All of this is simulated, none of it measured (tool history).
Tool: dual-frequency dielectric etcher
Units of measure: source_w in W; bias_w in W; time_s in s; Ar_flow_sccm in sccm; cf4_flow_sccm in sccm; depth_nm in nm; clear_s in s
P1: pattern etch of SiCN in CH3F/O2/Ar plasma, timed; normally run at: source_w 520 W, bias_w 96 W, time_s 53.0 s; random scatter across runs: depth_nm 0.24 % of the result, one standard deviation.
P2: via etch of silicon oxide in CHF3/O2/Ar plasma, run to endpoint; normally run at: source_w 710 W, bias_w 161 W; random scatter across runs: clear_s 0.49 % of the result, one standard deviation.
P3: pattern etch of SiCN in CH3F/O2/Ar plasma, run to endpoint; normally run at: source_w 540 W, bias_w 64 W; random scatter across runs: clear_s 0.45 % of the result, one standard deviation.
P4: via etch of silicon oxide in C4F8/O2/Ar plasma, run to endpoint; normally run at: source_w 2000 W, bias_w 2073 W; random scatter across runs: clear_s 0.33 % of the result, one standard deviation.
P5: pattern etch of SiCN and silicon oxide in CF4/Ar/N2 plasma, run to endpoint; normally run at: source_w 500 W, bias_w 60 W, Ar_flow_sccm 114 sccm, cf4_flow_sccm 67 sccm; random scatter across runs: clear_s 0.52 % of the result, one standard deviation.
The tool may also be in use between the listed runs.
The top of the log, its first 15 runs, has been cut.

| run | hour | process | source_w | bias_w | time_s | Ar_flow_sccm | cf4_flow_sccm | depth_nm | clear_s |
|---|---|---|---|---|---|---|---|---|---|
| 16 | 81.9 | P1 | 520 | 96 | 29.0 |  |  | 13.432 |  |
| 17 | 86.0 | P3 | 540 | 64 |  |  |  |  | 29.462 |
| 18 | 90.3 | P5 | 310 | 60 |  | 114 | 67 |  | 22.204 |
| 19 | 95.2 | P4 | 1250 | 2073 |  |  |  |  | 458.840 |
| 20 | 98.4 | P1 | 520 | 96 | 53.0 |  |  | 24.621 |  |
| 21 | 101.7 | P1 | 520 | 96 | 53.0 |  |  | 24.614 |  |
| 22 | 104.6 | P2 | 420 | 161 |  |  |  |  | 256.580 |
| 23 | 108.0 | P1 | 520 | 61 | 53.0 |  |  | 21.005 |  |
| 24 | 114.1 | P5 | 500 | 60 |  | 114 | 67 |  | 14.574 |
| 25 | 118.0 | P5 | 500 | 60 |  | 114 | 67 |  | 14.438 |
| 26 | 123.3 | P1 | 620 | 126 | 53.0 |  |  | 28.935 |  |
| 27 | 128.0 | P5 | 500 | 73 |  | 114 | 67 |  | 13.615 |

Predict the results of run 28:
| 28 | 131.6 | P4 | 2000 | 2073 |  |  |  |  | ? |

Run 28 came out at clear_s 381.670 s.
